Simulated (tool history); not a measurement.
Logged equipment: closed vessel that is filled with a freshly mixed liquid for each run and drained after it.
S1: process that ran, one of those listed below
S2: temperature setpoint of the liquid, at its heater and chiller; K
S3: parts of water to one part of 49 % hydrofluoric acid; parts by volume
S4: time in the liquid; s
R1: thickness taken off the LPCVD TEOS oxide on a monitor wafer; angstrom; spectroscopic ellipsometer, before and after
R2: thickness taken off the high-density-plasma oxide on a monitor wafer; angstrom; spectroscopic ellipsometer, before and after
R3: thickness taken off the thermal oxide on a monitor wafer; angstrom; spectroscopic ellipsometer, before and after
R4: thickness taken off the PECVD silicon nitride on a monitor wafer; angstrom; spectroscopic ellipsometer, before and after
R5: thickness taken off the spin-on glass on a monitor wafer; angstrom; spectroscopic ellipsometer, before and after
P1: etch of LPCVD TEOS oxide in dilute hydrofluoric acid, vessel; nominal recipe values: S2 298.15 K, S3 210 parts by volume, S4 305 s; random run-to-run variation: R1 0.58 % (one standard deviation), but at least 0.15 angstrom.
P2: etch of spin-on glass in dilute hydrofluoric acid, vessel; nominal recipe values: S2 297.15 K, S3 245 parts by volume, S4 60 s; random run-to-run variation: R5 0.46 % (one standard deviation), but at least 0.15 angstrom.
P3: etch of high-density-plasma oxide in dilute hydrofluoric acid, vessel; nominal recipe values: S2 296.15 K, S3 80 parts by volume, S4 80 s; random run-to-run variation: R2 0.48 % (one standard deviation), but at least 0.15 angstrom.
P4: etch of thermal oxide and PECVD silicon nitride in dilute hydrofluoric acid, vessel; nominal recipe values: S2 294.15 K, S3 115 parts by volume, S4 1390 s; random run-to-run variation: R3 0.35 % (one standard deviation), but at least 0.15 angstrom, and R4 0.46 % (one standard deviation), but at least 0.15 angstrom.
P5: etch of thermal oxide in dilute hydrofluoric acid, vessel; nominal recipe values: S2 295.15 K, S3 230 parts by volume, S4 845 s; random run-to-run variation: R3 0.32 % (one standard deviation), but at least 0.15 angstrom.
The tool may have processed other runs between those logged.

run	hour	S1	S2	S3	S4	R1	R2	R3	R4	R5
1	3	P1	298.15	210	305	223.32				
2	7	P1	305.65	210	575	553.59				
3	10.2	P1	298.15	210	305	223.79				
4	16	P3	296.15	80	80		51.615			
5	20.4	P1	298.15	210	305	222.62				
6	26.6	P4	300.15	115	1390			579.06	602.29	
7	30.8	P3	296.15	80	30		19.18			
8	35.7	P1	298.15	210	30	21.643				
9	40.8	P2	297.15	245	60					72.345
10	45.5	P3	296.15	20	80		222.87			
11	51	P1	298.15	210	305	224.47				
12	54.9	P1	298.15	210	305	222.73				
13	57.9	P1	290.15	210	305	163.93				
14	63	P1	298.15	345	305	117.23				
15	66.9	P1	298.15	210	305	224.34				
16	72.8	P1	298.15	70	305	784.39				
17	78	P4	294.15	115	250			82.512	73.292	
18	81.6	P5	295.15	230	845			149.91		
19	85.3	P1	298.15	210	565	415.09				
20	91.2	P5	300.65	230	845			181.77		
21	94.9	P4	294.15	175	1390			283.22	272.78	
22	100.5	P1	298.15	60	55	170.26				
23	103.6	P5	295.15	230	1595			282.53		
24	107.4	P2	297.15	150	60					131.23
25	111.9	P2	297.15	245	30					36.06
26	116.9	P5	295.15	400	845			73.561		
27	122.5	P1	305.65	210	305	291.35				
28	125.2	P2	290.15	245	60					55.765
29	129.2	P4	294.15	115	1390			456.87	410	
30	132.6	P3	303.65	80	80		69.749			
31	135.5	P1	298.15	75	165	396.4				
32	140.4	P1	298.15	210	305	223.51				
33	144.2	P1	298.15	210	305	228.53				
34	148.5	P1	298.15	210	305	230.41				
35	152.3	P1	298.15	210	305	229.76				
36	156.6	P1	298.15	210	305	234.89				
37	161.8	P1	298.15	210	305	234.1				
38	165.2	P1	298.15	210	305	233.92				

What does the tool deliver on the next run?
39	169.7	P1	298.15	210	305	?				

R1: 236.74 angstrom

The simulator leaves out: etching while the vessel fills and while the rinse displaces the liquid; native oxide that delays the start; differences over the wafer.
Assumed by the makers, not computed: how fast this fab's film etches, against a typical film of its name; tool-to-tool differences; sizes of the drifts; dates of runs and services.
